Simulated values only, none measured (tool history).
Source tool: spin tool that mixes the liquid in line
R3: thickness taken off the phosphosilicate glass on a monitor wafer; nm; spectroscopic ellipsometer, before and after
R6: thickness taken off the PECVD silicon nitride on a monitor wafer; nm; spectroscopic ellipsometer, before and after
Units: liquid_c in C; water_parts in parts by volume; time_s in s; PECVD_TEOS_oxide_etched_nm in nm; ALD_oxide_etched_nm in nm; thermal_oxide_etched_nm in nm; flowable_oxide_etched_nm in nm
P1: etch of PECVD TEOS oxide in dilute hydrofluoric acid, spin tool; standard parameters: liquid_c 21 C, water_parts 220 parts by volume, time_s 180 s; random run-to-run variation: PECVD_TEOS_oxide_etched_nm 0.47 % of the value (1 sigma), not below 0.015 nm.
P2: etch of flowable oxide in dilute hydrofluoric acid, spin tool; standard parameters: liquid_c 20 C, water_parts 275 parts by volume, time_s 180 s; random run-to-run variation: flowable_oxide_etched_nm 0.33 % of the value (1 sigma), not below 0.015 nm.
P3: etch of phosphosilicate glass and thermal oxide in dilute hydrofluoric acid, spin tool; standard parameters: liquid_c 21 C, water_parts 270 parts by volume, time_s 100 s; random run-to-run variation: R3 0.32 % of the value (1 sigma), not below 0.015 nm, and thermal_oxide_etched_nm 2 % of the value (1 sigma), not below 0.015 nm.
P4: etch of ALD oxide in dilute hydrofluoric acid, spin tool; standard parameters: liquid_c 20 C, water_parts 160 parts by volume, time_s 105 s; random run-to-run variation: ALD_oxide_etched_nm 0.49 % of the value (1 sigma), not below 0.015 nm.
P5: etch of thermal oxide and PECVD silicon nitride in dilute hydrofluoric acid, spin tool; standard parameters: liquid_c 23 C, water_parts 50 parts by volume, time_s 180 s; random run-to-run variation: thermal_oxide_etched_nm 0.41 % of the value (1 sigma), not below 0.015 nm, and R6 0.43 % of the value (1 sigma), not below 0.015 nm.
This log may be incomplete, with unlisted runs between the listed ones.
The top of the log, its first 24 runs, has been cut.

{"run": 25, "day": 12.704, "process": "P2", "liquid_c": 20, "water_parts": 105, "time_s": 180, "flowable_oxide_etched_nm": 79.715}
{"run": 26, "day": 13.388, "process": "P5", "liquid_c": 23, "water_parts": 50, "time_s": 290, "thermal_oxide_etched_nm": 27.416, "R6": 17.922}
{"run": 27, "day": 13.771, "process": "P5", "liquid_c": 30, "water_parts": 50, "time_s": 180, "thermal_oxide_etched_nm": 22.62, "R6": 17.73}
{"run": 28, "day": 14.092, "process": "P3", "liquid_c": 21, "water_parts": 270, "time_s": 100, "R3": 26.262, "thermal_oxide_etched_nm": 1.2432}
{"run": 29, "day": 14.392, "process": "P3", "liquid_c": 17, "water_parts": 270, "time_s": 100, "R3": 22.624, "thermal_oxide_etched_nm": 1.086}
{"run": 30, "day": 14.896, "process": "P1", "liquid_c": 21, "water_parts": 50, "time_s": 100, "PECVD_TEOS_oxide_etched_nm": 32.56}
{"run": 31, "day": 15.292, "process": "P1", "liquid_c": 21, "water_parts": 220, "time_s": 260, "PECVD_TEOS_oxide_etched_nm": 15.91}
{"run": 32, "day": 15.938, "process": "P4", "liquid_c": 20, "water_parts": 160, "time_s": 180, "ALD_oxide_etched_nm": 14.246}
{"run": 33, "day": 16.412, "process": "P1", "liquid_c": 21, "water_parts": 220, "time_s": 180, "PECVD_TEOS_oxide_etched_nm": 11.011}
{"run": 34, "day": 17.083, "process": "P1", "liquid_c": 21, "water_parts": 220, "time_s": 180, "PECVD_TEOS_oxide_etched_nm": 10.531}
{"run": 35, "day": 17.662, "process": "P1", "liquid_c": 21, "water_parts": 220, "time_s": 180, "PECVD_TEOS_oxide_etched_nm": 10.366}
{"run": 36, "day": 18.275, "process": "P1", "liquid_c": 21, "water_parts": 220, "time_s": 180, "PECVD_TEOS_oxide_etched_nm": 10.303}
{"run": 37, "day": 18.708, "process": "P1", "liquid_c": 21, "water_parts": 220, "time_s": 180, "PECVD_TEOS_oxide_etched_nm": 10.172}
{"run": 38, "day": 19.304, "process": "P1", "liquid_c": 21, "water_parts": 220, "time_s": 180, "PECVD_TEOS_oxide_etched_nm": 10.09}

What will run 39 give?
{"run": 39, "day": 19.762, "process": "P1", "liquid_c": 21, "water_parts": 220, "time_s": 180, "PECVD_TEOS_oxide_etched_nm": "?"}

{"run 39": {"PECVD_TEOS_oxide_etched_nm": 10.107}}

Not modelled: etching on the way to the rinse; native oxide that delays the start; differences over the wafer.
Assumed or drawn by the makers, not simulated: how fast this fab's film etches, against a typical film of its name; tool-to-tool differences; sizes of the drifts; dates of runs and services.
